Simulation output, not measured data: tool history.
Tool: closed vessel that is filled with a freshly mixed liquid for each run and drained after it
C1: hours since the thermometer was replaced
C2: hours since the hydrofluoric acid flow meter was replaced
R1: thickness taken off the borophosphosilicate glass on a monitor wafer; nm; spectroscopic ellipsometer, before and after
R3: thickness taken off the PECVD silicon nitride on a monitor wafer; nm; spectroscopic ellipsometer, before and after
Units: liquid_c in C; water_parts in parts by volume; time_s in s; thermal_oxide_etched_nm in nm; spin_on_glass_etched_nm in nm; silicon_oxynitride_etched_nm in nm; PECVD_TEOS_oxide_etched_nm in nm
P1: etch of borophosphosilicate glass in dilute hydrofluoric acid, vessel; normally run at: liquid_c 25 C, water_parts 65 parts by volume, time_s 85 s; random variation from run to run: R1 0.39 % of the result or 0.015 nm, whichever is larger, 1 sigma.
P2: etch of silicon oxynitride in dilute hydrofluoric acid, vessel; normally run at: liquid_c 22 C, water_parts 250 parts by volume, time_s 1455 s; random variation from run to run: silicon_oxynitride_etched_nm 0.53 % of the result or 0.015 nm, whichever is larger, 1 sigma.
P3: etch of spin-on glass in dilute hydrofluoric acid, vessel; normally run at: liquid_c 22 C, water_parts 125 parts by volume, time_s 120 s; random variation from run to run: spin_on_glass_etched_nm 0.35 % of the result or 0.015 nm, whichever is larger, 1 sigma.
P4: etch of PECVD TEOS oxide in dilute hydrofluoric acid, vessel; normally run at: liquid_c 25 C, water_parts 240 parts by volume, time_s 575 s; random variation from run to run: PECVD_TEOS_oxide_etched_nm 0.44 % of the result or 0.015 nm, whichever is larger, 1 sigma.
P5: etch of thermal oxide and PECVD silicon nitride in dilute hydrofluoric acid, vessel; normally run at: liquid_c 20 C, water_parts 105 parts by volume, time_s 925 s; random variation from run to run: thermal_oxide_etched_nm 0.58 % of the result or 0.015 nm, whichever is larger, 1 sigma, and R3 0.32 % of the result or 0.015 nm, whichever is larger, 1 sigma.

{"run": 1, "hour": 6.6, "process": "P1", "liquid_c": 25, "water_parts": 65, "time_s": 85, "C1": 567.7, "C2": 458.3, "R1": 36.829}
{"run": 2, "hour": 11.2, "process": "P5", "liquid_c": 20, "water_parts": 105, "time_s": 925, "C1": 572.3, "C2": 462.9, "thermal_oxide_etched_nm": 35.993, "R3": 23.094}
{"run": 3, "hour": 14.8, "process": "P3", "liquid_c": 17, "water_parts": 125, "time_s": 120, "C1": 575.9, "C2": 466.5, "spin_on_glass_etched_nm": 19.439}
{"run": 4, "hour": 20.6, "process": "P1", "liquid_c": 25, "water_parts": 65, "time_s": 85, "C1": 581.7, "C2": 472.3, "R1": 36.531}
{"run": 5, "hour": 27.3, "process": "P2", "liquid_c": 22, "water_parts": 135, "time_s": 1455, "C1": 588.4, "C2": 479, "silicon_oxynitride_etched_nm": 19.415}
{"run": 6, "hour": 34.4, "process": "P1", "liquid_c": 25, "water_parts": 65, "time_s": 30, "C1": 595.5, "C2": 486.1, "R1": 12.893}
{"run": 7, "hour": 38.4, "process": "P2", "liquid_c": 22, "water_parts": 250, "time_s": 2395, "C1": 599.5, "C2": 490.1, "silicon_oxynitride_etched_nm": 15.935}
{"run": 8, "hour": 42.2, "process": "P3", "liquid_c": 22, "water_parts": 125, "time_s": 175, "C1": 603.3, "C2": 493.9, "spin_on_glass_etched_nm": 34.492}
{"run": 9, "hour": 46.5, "process": "P5", "liquid_c": 20, "water_parts": 65, "time_s": 925, "C1": 607.6, "C2": 498.2, "thermal_oxide_etched_nm": 60.542, "R3": 37.077}
{"run": 10, "hour": 52.5, "process": "P5", "liquid_c": 20, "water_parts": 105, "time_s": 95, "C1": 613.6, "C2": 504.2, "thermal_oxide_etched_nm": 3.6969, "R3": 2.3565}
{"run": 11, "hour": 59.7, "process": "P1", "liquid_c": 25, "water_parts": 115, "time_s": 85, "C1": 620.8, "C2": 511.4, "R1": 19.433}
{"hour": 61.0, "done": "hydrofluoric acid flow meter replaced"}
{"run": 12, "hour": 66.0, "process": "P1", "liquid_c": 25, "water_parts": 65, "time_s": 85, "C1": 627.1, "C2": 5, "R1": 36.558}
{"run": 13, "hour": 73.6, "process": "P4", "liquid_c": 25, "water_parts": 240, "time_s": 575, "C1": 634.7, "C2": 12.6, "PECVD_TEOS_oxide_etched_nm": 32.488}
{"run": 14, "hour": 79.0, "process": "P1", "liquid_c": 25, "water_parts": 40, "time_s": 85, "C1": 640.1, "C2": 18, "R1": 61.558}
{"run": 15, "hour": 84.1, "process": "P1", "liquid_c": 17, "water_parts": 65, "time_s": 85, "C1": 645.2, "C2": 23.1, "R1": 26.127}
{"run": 16, "hour": 88.7, "process": "P3", "liquid_c": 22, "water_parts": 35, "time_s": 120, "C1": 649.8, "C2": 27.7, "spin_on_glass_etched_nm": 94.535}
{"run": 17, "hour": 96.5, "process": "P4", "liquid_c": 25, "water_parts": 50, "time_s": 575, "C1": 657.6, "C2": 35.5, "PECVD_TEOS_oxide_etched_nm": 195.49}
{"run": 18, "hour": 101.3, "process": "P1", "liquid_c": 29, "water_parts": 20, "time_s": 85, "C1": 662.4, "C2": 40.3, "R1": 150.03}
{"run": 19, "hour": 107.6, "process": "P5", "liquid_c": 17, "water_parts": 105, "time_s": 925, "C1": 668.7, "C2": 46.6, "thermal_oxide_etched_nm": 31.791, "R3": 18.738}
{"run": 20, "hour": 115.7, "process": "P4", "liquid_c": 32, "water_parts": 240, "time_s": 575, "C1": 676.8, "C2": 54.7, "PECVD_TEOS_oxide_etched_nm": 41.28}
{"run": 21, "hour": 121.9, "process": "P1", "liquid_c": 31, "water_parts": 65, "time_s": 85, "C1": 683, "C2": 60.9, "R1": 46.42}
{"run": 22, "hour": 127.9, "process": "P1", "liquid_c": 25, "water_parts": 65, "time_s": 135, "C1": 689, "C2": 66.9, "R1": 58.056}
{"run": 23, "hour": 135.9, "process": "P1", "liquid_c": 25, "water_parts": 65, "time_s": 85, "C1": 697, "C2": 74.9, "R1": 36.552}
{"run": 24, "hour": 139.9, "process": "P4", "liquid_c": 25, "water_parts": 240, "time_s": 55, "C1": 701, "C2": 78.9, "PECVD_TEOS_oxide_etched_nm": 3.115}
{"run": 25, "hour": 147.8, "process": "P1", "liquid_c": 18.5, "water_parts": 65, "time_s": 155, "C1": 708.9, "C2": 86.8, "R1": 51.302}
{"run": 26, "hour": 152.7, "process": "P1", "liquid_c": 25, "water_parts": 65, "time_s": 85, "C1": 713.8, "C2": 91.7, "R1": 36.546}
{"run": 27, "hour": 159.6, "process": "P3", "liquid_c": 22, "water_parts": 125, "time_s": 120, "C1": 720.7, "C2": 98.6, "spin_on_glass_etched_nm": 23.682}
{"run": 28, "hour": 164.2, "process": "P2", "liquid_c": 17, "water_parts": 250, "time_s": 1455, "C1": 725.3, "C2": 103.2, "silicon_oxynitride_etched_nm": 7.7363}
{"run": 29, "hour": 171.5, "process": "P5", "liquid_c": 20, "water_parts": 105, "time_s": 925, "C1": 732.6, "C2": 110.5, "thermal_oxide_etched_nm": 35.634, "R3": 23.177}
{"run": 30, "hour": 175.7, "process": "P2", "liquid_c": 22, "water_parts": 250, "time_s": 1455, "C1": 736.8, "C2": 114.7, "silicon_oxynitride_etched_nm": 9.7112}
{"run": 31, "hour": 181.4, "process": "P1", "liquid_c": 25, "water_parts": 65, "time_s": 85, "C1": 742.5, "C2": 120.4, "R1": 36.666}
{"run": 32, "hour": 188.0, "process": "P1", "liquid_c": 25, "water_parts": 65, "time_s": 85, "C1": 749.1, "C2": 127, "R1": 38.105}
{"run": 33, "hour": 192.3, "process": "P1", "liquid_c": 25, "water_parts": 65, "time_s": 85, "C1": 753.4, "C2": 131.3, "R1": 38.629}
{"run": 34, "hour": 199.5, "process": "P1", "liquid_c": 25, "water_parts": 65, "time_s": 85, "C1": 760.6, "C2": 138.5, "R1": 39.339}
{"run": 35, "hour": 206.6, "process": "P1", "liquid_c": 25, "water_parts": 65, "time_s": 85, "C1": 767.7, "C2": 145.6, "R1": 39.663}
{"run": 36, "hour": 211.8, "process": "P1", "liquid_c": 25, "water_parts": 65, "time_s": 85, "C1": 772.9, "C2": 150.8, "R1": 39.653}
{"run": 37, "hour": 217.3, "process": "P1", "liquid_c": 25, "water_parts": 65, "time_s": 85, "C1": 778.4, "C2": 156.3, "R1": 40.053}
{"run": 38, "hour": 224.9, "process": "P1", "liquid_c": 25, "water_parts": 65, "time_s": 85, "C1": 786, "C2": 163.9, "R1": 40.187}
{"run": 39, "hour": 229.8, "process": "P1", "liquid_c": 25, "water_parts": 65, "time_s": 85, "C1": 790.9, "C2": 168.8, "R1": 40.164}
{"run": 40, "hour": 233.5, "process": "P1", "liquid_c": 25, "water_parts": 65, "time_s": 85, "C1": 794.6, "C2": 172.5, "R1": 40.413}
{"run": 41, "hour": 240.6, "process": "P1", "liquid_c": 25, "water_parts": 65, "time_s": 85, "C1": 801.7, "C2": 179.6, "R1": 40.126}

What P1 gives has crept away from where it was. These 2 causes fit the log equally well, each at the size given:
A: liquid hotter than its thermometer reads (K) = 2.4
B: hydrofluoric acid flow above the setpoint (%) = 9.22
The creep began at about hour 181.4.

4 check runs are offered, one wafer each, their results left as question marks. Which one tells the causes apart?
{"run": "check 1", "hour": 247.7, "process": "P3", "liquid_c": 22, "water_parts": 35, "time_s": 165, "spin_on_glass_etched_nm": "?"}
{"run": "check 2", "hour": 247.7, "process": "P4", "liquid_c": 25, "water_parts": 55, "time_s": 175, "PECVD_TEOS_oxide_etched_nm": "?"}
{"run": "check 3", "hour": 247.7, "process": "P5", "liquid_c": 20, "water_parts": 105, "time_s": 115, "thermal_oxide_etched_nm": "?", "R3": "?"}
{"run": "check 4", "hour": 247.7, "process": "P2", "liquid_c": 17, "water_parts": 250, "time_s": 1455, "silicon_oxynitride_etched_nm": "?"}

What each check would give under each cause:
check=check_1 result=spin_on_glass_etched_nm if_A=143.96 if_B=142.71
check=check_2 result=PECVD_TEOS_oxide_etched_nm if_A=58.941 if_B=58.81
check=check_3 result=thermal_oxide_etched_nm if_A=4.9364 if_B=4.9406
check=check_3 result=R3 if_A=3.373 if_B=3.1279
check=check_4 result=silicon_oxynitride_etched_nm if_A=8.6205 if_B=8.5276
How far apart the two closest causes lie, in the result that separates them most: check 1 0.88 %; check 2 0.22 %; check 3 7.54 %; check 4 1.08 %
Only check 3 tells the causes apart: in the others they would give nearly the same result.

Check 3 was then run and gave: thermal_oxide_etched_nm 4.9508 nm; R3 3.1144 nm. Which cause is it?

It is B: hydrofluoric acid flow above the setpoint (%).

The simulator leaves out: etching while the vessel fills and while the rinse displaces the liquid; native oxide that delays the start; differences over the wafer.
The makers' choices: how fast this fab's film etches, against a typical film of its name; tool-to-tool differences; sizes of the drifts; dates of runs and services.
